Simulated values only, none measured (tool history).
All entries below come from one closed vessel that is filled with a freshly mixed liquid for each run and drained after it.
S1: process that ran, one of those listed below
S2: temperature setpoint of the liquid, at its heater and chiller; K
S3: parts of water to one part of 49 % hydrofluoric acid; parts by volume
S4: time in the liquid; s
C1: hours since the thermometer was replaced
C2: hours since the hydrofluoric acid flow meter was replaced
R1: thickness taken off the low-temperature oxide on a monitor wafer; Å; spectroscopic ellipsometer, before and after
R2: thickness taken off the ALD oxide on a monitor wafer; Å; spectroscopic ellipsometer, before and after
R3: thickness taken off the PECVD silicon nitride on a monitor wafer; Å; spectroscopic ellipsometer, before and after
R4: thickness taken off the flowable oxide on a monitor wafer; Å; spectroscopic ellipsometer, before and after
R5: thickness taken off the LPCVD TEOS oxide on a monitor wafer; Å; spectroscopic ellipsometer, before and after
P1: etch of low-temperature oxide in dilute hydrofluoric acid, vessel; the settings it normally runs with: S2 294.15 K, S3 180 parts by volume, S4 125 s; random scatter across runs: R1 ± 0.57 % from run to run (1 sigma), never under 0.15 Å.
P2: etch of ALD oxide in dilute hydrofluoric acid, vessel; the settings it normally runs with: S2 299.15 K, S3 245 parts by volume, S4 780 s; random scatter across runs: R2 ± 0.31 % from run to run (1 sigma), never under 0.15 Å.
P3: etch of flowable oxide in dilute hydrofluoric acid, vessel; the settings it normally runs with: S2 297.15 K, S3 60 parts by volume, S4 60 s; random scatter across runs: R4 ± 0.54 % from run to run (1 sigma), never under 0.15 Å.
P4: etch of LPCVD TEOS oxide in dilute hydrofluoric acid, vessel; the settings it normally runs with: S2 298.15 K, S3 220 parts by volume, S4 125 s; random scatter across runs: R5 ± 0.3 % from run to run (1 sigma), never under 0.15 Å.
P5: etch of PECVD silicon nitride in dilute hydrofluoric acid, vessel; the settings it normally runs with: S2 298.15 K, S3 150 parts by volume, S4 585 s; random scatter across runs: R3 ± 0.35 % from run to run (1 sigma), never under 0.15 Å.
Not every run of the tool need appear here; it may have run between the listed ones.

run   hour  S1      S2   S3    S4     C1      C2      R1      R2      R3      R4      R5
  1    3.9  P1  294.15  180   125  543.6  1251.3  118.01
  2    8.3  P1  294.15  180   185    548  1255.7  172.94
  3   12.6  P2  299.15  245   780  552.3    1260          353.52
  4   15.9  P5  305.15  150   585  555.6  1263.3                   180.9
  5   18.6  P3  297.15   60    60  558.3    1266                          560.99
  6     23  P5  298.15  255   585  562.7  1270.4                   69.26
  7   25.8  P4  298.15  100   125  565.5  1273.2                                  340.12
  8   30.1  P1  294.15  245   210  569.8  1277.5  134.46
  9   32.9  P1  294.15  180   125  572.6  1280.3  115.64
 10   36.7  P3  297.15   95    60  576.4  1284.1                          340.48
 11   41.2  P1  294.15  250   125  580.9  1288.6  79.228
 12   44.6  P1  294.15  180   125  584.3    1292  116.67
 13   47.7  P1  290.15  180    75  587.4  1295.1  59.859
 14     50  P1  294.15  320    70  589.7  1297.4  32.218
 15   52.9  P1  294.15  180   125  592.6  1300.3  117.19
 16   55.2  P1  294.15  180   125  594.9  1302.6   117.2
 17   58.2  P2  299.15  245   780  597.9  1305.6          355.52
 18   62.3  P1  290.15  180   125    602  1309.7  100.14
 19   65.3  P1  294.15  100   125    605  1312.7     229
 20   68.3  P2  299.15  160   780    608  1315.7          596.13
 21   72.5  P4  305.65  220   125  612.2  1319.9                                  173.95
 22   74.6  P1  294.15  180    45  614.3    1322  42.094
 23     79  P3  297.15   60    60  618.7  1326.4                          559.66
 24   82.4  P3  290.15   60    60  622.1  1329.8                          420.95
 25   84.4  P5  298.15  150   170  624.1  1331.8                  34.042
 26   88.3  P1  302.15  180   125    628  1335.7  157.07
 27   91.7  P3  297.15   60   115  631.4  1339.1                          1076.8
 28   93.9  P4  298.15  220   210  633.6  1341.3                                  226.75
      96.9  -- thermometer replaced
 29   97.7  P4  298.15  220   125    0.8  1345.1                                  134.54
 30  101.9  P2  291.15  245   780      5  1349.3          263.34
 31  105.3  P5  298.15  150   585    8.4  1352.7                  117.53
 32  108.5  P4  298.15  220   125   11.6  1355.9                                  134.36
 33  111.8  P2  299.15  245  1505   14.9  1359.2          679.28
 34  116.3  P1  294.15  180   125   19.4  1363.7  117.51
 35  120.6  P1  294.15  180   125   23.7    1368  113.23
 36  123.9  P1  294.15  180   125     27  1371.3  112.35
 37  126.6  P1  294.15  180   125   29.7    1374  113.32
 38  128.6  P1  294.15  180   125   31.7    1376  110.55
 39  132.4  P1  294.15  180   125   35.5  1379.8  110.87
 40  135.4  P1  294.15  180   125   38.5  1382.8  108.83
 41  137.5  P1  294.15  180   125   40.6  1384.9  109.38
 42  141.9  P1  294.15  180   125     45  1389.3  111.26
 43  146.1  P1  294.15  180   125   49.2  1393.5  109.08

Something has made what P1 gives creep away from where it was; the 2 causes below, each at its own stated size, fit the log equally well:
A: liquid colder than its thermometer reads (K) = 1.44
B: hydrofluoric acid flow below the setpoint (%) = 4.6
The gradual shift began around hour 116.3.

Which of the 4 check runs listed below separates the causes, so that each cause would produce a clearly different result? Each run uses one wafer, and its results are marked with question marks.
check 1  150.3  P5  305.15  150  585                   ?
check 2  150.3  P3  291.65   60  115                       ?
check 3  150.3  P2  291.15  245  780               ?
check 4  150.3  P4  298.15  130  180                           ?

What each check would give under each cause:
  check  result    if A    if B
check 1      R3  165.84  172.43
check 2      R4  807.99  817.33
check 3      R2  249.21  248.78
check 4      R5   343.6  343.97
Distance between the nearest two causes, measured in the result of the check that separates them most: check 1 3.89 %; check 2 1.15 %; check 3 0.17 %; check 4 0.11 %
Of the check runs offered, only check 1 discriminates between the causes; the rest would read about the same regardless of which cause applies.

With check 1 done, the readings were: R3 172.15 Å. Identify which of the listed causes applies.

It is B: hydrofluoric acid flow below the setpoint (%).
